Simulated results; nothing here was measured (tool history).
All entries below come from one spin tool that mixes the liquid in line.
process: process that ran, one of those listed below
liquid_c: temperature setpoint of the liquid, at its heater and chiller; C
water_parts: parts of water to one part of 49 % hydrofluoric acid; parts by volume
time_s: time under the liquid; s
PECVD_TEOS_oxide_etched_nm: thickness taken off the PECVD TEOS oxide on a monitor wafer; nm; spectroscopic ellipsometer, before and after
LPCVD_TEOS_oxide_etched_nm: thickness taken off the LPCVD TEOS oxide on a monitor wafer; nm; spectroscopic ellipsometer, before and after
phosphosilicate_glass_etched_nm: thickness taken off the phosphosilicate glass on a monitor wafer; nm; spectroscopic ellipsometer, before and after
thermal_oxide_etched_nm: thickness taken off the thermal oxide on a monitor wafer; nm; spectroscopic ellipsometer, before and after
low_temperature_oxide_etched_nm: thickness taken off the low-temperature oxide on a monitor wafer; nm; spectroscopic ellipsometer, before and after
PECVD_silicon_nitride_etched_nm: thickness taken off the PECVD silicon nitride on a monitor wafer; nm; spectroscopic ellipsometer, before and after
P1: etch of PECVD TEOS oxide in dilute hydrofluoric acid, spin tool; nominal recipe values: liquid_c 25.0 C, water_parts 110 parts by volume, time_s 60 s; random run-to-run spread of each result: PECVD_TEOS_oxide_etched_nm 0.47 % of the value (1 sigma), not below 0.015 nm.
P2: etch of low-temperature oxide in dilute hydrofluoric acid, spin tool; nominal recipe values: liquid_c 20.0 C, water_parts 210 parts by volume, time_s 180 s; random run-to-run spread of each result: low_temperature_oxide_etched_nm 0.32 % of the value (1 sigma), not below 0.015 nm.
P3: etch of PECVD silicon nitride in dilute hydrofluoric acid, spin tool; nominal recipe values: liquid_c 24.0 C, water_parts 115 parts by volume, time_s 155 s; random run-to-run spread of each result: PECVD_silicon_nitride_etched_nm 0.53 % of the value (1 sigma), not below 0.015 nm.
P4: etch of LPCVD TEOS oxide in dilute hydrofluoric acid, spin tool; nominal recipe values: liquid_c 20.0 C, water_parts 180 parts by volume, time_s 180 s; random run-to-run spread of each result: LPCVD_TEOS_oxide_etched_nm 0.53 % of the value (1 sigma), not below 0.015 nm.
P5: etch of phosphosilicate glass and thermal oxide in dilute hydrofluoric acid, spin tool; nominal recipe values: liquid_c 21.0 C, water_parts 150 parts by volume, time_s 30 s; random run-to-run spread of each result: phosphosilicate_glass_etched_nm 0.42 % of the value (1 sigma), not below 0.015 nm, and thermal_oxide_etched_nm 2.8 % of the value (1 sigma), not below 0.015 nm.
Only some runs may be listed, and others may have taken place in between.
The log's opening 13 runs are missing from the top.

run	hour	process	liquid_c	water_parts	time_s	PECVD_TEOS_oxide_etched_nm	LPCVD_TEOS_oxide_etched_nm	phosphosilicate_glass_etched_nm	thermal_oxide_etched_nm	low_temperature_oxide_etched_nm	PECVD_silicon_nitride_etched_nm
14	97.9	P1	25.0	110	15	1.2171					
15	107.4	P5	21.0	150	30			32.322	0.77933		
16	115.8	P1	21.0	110	60	4.2160					
17	122.0	P5	17.0	150	30			27.592	0.66817		
18	130.3	P2	17.0	210	180					6.4970	
19	138.2	P5	21.0	240	30			18.538	0.40742		
20	144.1	P1	25.0	35	60	17.1790					
21	151.4	P4	20.0	180	180		21.7890				
22	156.8	P3	17.0	115	155						4.8302
23	161.8	P5	21.0	150	30			32.172	0.77728		
24	170.2	P3	24.0	115	155						7.7553
25	178.8	P2	20.0	210	180					7.2755	
26	188.3	P1	32.5	110	60	6.5632					
27	196.2	P1	25.0	175	60	2.8921					
28	201.2	P1	25.0	110	60	4.9907					
29	208.5	P4	20.0	180	80		9.6271				
30	214.9	P1	25.0	110	115	9.4452					
31	220.3	P1	25.0	110	60	4.9600					
32	228.7	P1	25.0	110	60	5.1564					
33	238.1	P1	25.0	110	60	5.2869					
34	243.2	P1	25.0	110	60	5.3508					
35	251.3	P1	25.0	110	60	5.3470					
36	256.5	P1	25.0	110	60	5.3954					
37	265.7	P1	25.0	110	60	5.3206					

Predict the results of run 38:
38	271.0	P1	25.0	110	60	?					

{"run 38": {"PECVD_TEOS_oxide_etched_nm": 5.3916}}
